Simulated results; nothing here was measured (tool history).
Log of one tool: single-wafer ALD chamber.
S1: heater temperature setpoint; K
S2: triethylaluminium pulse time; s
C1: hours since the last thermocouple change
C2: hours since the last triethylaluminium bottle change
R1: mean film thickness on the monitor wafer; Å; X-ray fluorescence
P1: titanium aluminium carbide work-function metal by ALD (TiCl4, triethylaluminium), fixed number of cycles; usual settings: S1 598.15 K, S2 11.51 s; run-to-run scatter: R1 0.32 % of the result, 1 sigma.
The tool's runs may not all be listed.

{"run": 1, "day": 0.721, "S1": 598.15, "S2": 11.51, "C1": 337.5, "C2": 1103.7, "R1": 22.626}
{"run": 2, "day": 1.454, "S1": 615.15, "S2": 4.87, "C1": 355.1, "C2": 1121.3, "R1": 20.078}
{"run": 3, "day": 1.842, "S1": 598.15, "S2": 11.51, "C1": 364.4, "C2": 1130.6, "R1": 22.815}
{"run": 4, "day": 2.3, "S1": 598.15, "S2": 11.51, "C1": 375.4, "C2": 1141.6, "R1": 22.613}
{"run": 5, "day": 2.971, "S1": 586.15, "S2": 17.04, "C1": 391.5, "C2": 1157.7, "R1": 21.957}
{"run": 6, "day": 3.362, "S1": 598.15, "S2": 11.51, "C1": 400.9, "C2": 1167.1, "R1": 22.687}
{"run": 7, "day": 3.812, "S1": 619.15, "S2": 11.51, "C1": 411.7, "C2": 1177.9, "R1": 24.528}
{"run": 8, "day": 4.483, "S1": 598.15, "S2": 5.23, "C1": 427.8, "C2": 1194.0, "R1": 19.264}
{"run": 9, "day": 4.904, "S1": 598.15, "S2": 11.51, "C1": 437.9, "C2": 1204.1, "R1": 22.625}
{"run": 10, "day": 5.279, "S1": 598.15, "S2": 11.51, "C1": 446.9, "C2": 1213.1, "R1": 22.622}
{"run": 11, "day": 5.996, "S1": 614.15, "S2": 8.35, "C1": 464.1, "C2": 1230.3, "R1": 23.151}
{"run": 12, "day": 6.542, "S1": 598.15, "S2": 11.51, "C1": 477.2, "C2": 1243.4, "R1": 22.563}

The next listed run, before its measurement:
{"day": 6.712, "done": "thermocouple changed; heater temperature recalibrated"}
{"run": 13, "day": 7.117, "S1": 577.15, "S2": 11.51, "C1": 9.8, "C2": 1257.2, "R1": "?"}

Run 13 gave R1 20.726 Å.

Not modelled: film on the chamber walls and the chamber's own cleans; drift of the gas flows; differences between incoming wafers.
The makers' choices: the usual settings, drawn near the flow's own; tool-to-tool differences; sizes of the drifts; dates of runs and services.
